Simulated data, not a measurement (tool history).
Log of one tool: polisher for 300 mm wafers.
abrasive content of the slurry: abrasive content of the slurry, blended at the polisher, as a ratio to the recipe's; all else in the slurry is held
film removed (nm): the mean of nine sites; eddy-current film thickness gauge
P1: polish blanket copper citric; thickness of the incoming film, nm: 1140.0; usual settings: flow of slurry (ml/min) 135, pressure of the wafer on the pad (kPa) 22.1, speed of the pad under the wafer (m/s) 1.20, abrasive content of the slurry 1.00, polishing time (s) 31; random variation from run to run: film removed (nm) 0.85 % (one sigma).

run	hour	flow of slurry (ml/min)	pressure of the wafer on the pad (kPa)	speed of the pad under the wafer (m/s)	abrasive content of the slurry	polishing time (s)	wafers polished on this pad	hours since the slurry nozzle was cleaned	hours since the head pressure was calibrated	hours since the slurry blender was calibrated	film removed (nm)
1	11.0	135	22.1	1.20	1.00	31	507	144.9	230.7	85.5	102.760
2	21.2	135	22.1	1.20	1.00	31	674	155.1	240.9	95.7	103.650
3	28.5	135	22.1	0.54	1.00	31	793	162.4	248.2	103.0	47.113
4	39.8	135	22.1	1.20	1.00	31	978	173.7	259.5	114.3	103.210
5	49.0	135	28.3	1.20	1.35	31	1129	182.9	268.7	123.5	141.240
6	64.5	135	22.1	1.20	1.00	31	1382	198.4	284.2	139.0	103.360
7	71.5	135	22.1	1.20	0.55	31	1496	205.4	291.2	146.0	90.988
8	84.1	175	22.1	1.20	1.00	31	1702	218.0	303.8	158.6	108.430
9	91.7	135	22.1	1.20	1.00	20	1827	225.6	311.4	166.2	66.202
10	100.1	135	22.1	1.56	1.45	31	1964	234.0	319.8	174.6	143.810
11	111.0	135	9.7	1.20	1.00	31	2142	244.9	330.7	185.5	45.733
# hour 111.5: worn pad replaced by a new one
12	124.4	80	22.1	1.20	1.00	31	211	258.3	344.1	198.9	91.956
13	137.6	135	22.1	1.20	1.00	39	427	271.5	357.3	212.1	129.370
# hour 138.7: slurry blender recalibrated
14	145.1	135	22.1	1.76	1.00	46	550	279.0	364.8	6.4	220.120
15	155.9	135	22.1	1.66	1.00	31	726	289.8	375.6	17.2	142.530
16	168.5	135	33.1	1.20	1.00	31	932	302.4	388.2	29.8	154.530
17	178.5	135	22.1	1.20	1.50	31	1096	312.4	398.2	39.8	111.900
18	192.1	135	22.1	1.20	1.00	31	1318	326.0	411.8	53.4	103.490
19	202.8	135	22.1	1.20	1.00	31	1493	336.7	422.5	64.1	103.340
20	210.7	135	22.1	1.20	1.00	31	1622	344.6	430.4	72.0	103.690
21	220.2	135	22.1	1.20	1.00	31	1777	354.1	439.9	81.5	101.380
22	229.1	135	22.1	1.20	1.00	31	1923	363.0	448.8	90.4	98.035
23	244.0	135	22.1	1.20	1.00	31	2167	377.9	463.7	105.3	96.786
# hour 255.0: worn pad replaced by a new one
# hour 258.0: slurry blender recalibrated
24	259.5	135	22.1	1.20	1.00	31	73	393.4	479.2	1.5	96.614

Run 25 comes next. What will it give?
25	275.5	135	22.1	1.20	1.00	31	335	409.4	495.2	17.5	?

{"run 25": {"film removed (nm)": 95.493}}

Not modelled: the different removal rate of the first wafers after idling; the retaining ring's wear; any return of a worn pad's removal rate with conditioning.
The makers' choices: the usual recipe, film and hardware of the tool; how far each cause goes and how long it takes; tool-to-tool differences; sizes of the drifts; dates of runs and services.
